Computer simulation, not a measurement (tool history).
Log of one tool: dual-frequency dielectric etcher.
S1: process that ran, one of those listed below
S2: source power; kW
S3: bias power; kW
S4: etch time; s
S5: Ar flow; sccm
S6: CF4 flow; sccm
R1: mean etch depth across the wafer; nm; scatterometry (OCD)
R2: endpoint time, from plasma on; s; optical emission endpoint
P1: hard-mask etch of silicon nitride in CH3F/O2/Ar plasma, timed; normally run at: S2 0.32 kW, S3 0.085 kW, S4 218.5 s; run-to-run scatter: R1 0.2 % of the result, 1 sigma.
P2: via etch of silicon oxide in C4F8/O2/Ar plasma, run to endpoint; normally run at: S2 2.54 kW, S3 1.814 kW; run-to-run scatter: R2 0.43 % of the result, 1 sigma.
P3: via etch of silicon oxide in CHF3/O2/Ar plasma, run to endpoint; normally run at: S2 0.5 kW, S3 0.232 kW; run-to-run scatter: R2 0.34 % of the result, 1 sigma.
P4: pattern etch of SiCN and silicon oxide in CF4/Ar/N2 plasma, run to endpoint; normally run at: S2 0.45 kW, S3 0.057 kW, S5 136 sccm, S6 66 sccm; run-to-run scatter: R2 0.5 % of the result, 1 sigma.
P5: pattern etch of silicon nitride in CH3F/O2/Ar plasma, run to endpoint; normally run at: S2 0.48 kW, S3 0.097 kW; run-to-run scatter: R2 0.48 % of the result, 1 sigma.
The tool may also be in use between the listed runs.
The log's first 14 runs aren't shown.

run 15 hour=77.7 | S1=P1 S2=0.32 S3=0.051 S4=218.5 | R1=124.84
run 16 hour=84.9 | S1=P5 S2=0.34 S3=0.097 | R2=45.579
run 17 hour=91.7 | S1=P1 S2=0.32 S3=0.085 S4=267 | R1=181.56
run 18 hour=95 | S1=P1 S2=0.32 S3=0.085 S4=218.5 | R1=148.89
run 19 hour=101.3 | S1=P4 S2=0.45 S3=0.057 S5=192 S6=66 | R2=14.442
run 20 hour=105.2 | S1=P4 S2=0.45 S3=0.057 S5=136 S6=66 | R2=13.545
run 21 hour=111 | S1=P2 S2=2.54 S3=1.814 | R2=336.04
run 22 hour=116.5 | S1=P5 S2=0.48 S3=0.097 | R2=40.214
run 23 hour=123.4 | S1=P1 S2=0.23 S3=0.085 S4=218.5 | R1=131.68
run 24 hour=128.1 | S1=P2 S2=2.54 S3=2.379 | R2=311.55
run 25 hour=132.5 | S1=P2 S2=1.52 S3=1.814 | R2=412.15
run 26 hour=136.2 | S1=P1 S2=0.44 S3=0.085 S4=295 | R1=226.57
run 27 hour=141.3 | S1=P1 S2=0.32 S3=0.107 S4=218.5 | R1=161.8
run 28 hour=145.4 | S1=P1 S2=0.32 S3=0.064 S4=274.5 | R1=169.57
run 29 hour=152.7 | S1=P1 S2=0.32 S3=0.085 S4=218.5 | R1=148.36
run 30 hour=156.6 | S1=P3 S2=0.5 S3=0.232 | R2=333.25
run 31 hour=162 | S1=P1 S2=0.32 S3=0.085 S4=218.5 | R1=149.1
run 32 hour=167.3 | S1=P1 S2=0.32 S3=0.085 S4=218.5 | R1=148.7

Run 33 comes next. What will it give?
run 33 hour=172.6 | S1=P1 S2=0.32 S3=0.085 S4=218.5 | R1=?

{"run 33": {"R1": 150.1}}
